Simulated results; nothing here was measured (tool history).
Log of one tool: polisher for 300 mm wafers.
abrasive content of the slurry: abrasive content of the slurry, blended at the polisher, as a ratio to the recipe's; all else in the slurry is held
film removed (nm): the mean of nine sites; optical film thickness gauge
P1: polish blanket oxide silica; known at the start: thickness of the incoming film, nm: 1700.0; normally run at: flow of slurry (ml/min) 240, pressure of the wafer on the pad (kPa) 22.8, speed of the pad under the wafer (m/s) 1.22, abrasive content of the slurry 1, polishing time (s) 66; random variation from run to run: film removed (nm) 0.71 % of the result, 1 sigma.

run	hour	flow of slurry (ml/min)	pressure of the wafer on the pad (kPa)	speed of the pad under the wafer (m/s)	abrasive content of the slurry	polishing time (s)	film removed (nm)
1	5.8	240	22.8	1.22	1	66	148.02
2	13.9	240	13.1	1.22	1	66	85.078
3	19.7	165	22.8	1.22	1	66	142.09
# hour 22: slurry nozzle cleaned
4	30.3	145	22.8	1.62	1	66	174.87
5	39.3	240	22.8	1.22	1	66	148.16
6	49.1	240	22.8	0.54	1	66	76.766
7	55.9	240	22.8	1.22	1.35	66	167.19
8	62.8	240	22.8	1.22	1	66	149.52
9	69	240	36.5	1.22	1	66	240.37
10	79.7	240	22.8	1.22	0.6	66	113.39
11	89.6	240	22.8	1.84	1	66	206.59
12	97.6	240	22.8	1.22	1	66	149.88
13	107.8	240	22.8	1.22	1	101	226.27
14	113.3	345	22.8	1.22	1	66	152.4
15	124.9	240	22.8	1.22	1	30	66.992
16	132.5	240	22.8	1.22	1	66	149.11
17	141.2	240	22.8	1.22	1	66	148
18	147.5	240	22.8	1.22	1	66	138.62
19	153.1	240	22.8	1.22	1	66	134.34
20	159.1	240	22.8	1.22	1	66	129.92
21	170	240	22.8	1.22	1	66	128.18
# hour 170.4: conditioning disc replaced and pad reconditioned
# hour 172.2: head pressure recalibrated
22	178.6	240	22.8	1.22	1	66	128.38
23	184.4	240	22.8	1.22	1	66	128.39

What P1 gives has crept away from where it was. These 2 causes fit the log equally well, each at the size given:
A: removal rate lost through wear of the pad, % = 13.7
B: abrasive missing from the slurry, % = 25.8
The creep began at about hour 141.2.
Why every other cause is out:
slurry flow missing at the pad, %: at most 40, which would move film removed (nm) by -7 %: too little, or the wrong way
head's pressure below its setpoint, %: serviced at hour 172.2, which brought nothing back
time polished since the conditioner stopped cutting, s: serviced at hour 170.4, which brought nothing back

4 check runs are offered, each on 3 wafers whose results are averaged, their results left as question marks. Which one tells the causes apart?
check 1	190.2	330	22.8	1.22	1	66	?
check 2	190.2	240	29.6	1.22	0.65	66	?
check 3	190.2	240	33.8	1.22	1	66	?
check 4	190.2	190	22.8	1.22	1	83	?

What each check would give under each cause:
check	result	if A	if B
check 1	film removed (nm)	132.04	132.12
check 2	film removed (nm)	134.07	129.97
check 3	film removed (nm)	190.17	190.29
check 4	film removed (nm)	156.46	156.55
How far apart the two closest causes lie, in the result that separates them most: check 1 0.06 %; check 2 3.11 %; check 3 0.06 %; check 4 0.06 %
Only check 2 tells the causes apart: in the others they would give nearly the same result.

Then check 2 was run and gave: film removed (nm) 132.99. Which cause is it?

It is A: removal rate lost through wear of the pad, %.

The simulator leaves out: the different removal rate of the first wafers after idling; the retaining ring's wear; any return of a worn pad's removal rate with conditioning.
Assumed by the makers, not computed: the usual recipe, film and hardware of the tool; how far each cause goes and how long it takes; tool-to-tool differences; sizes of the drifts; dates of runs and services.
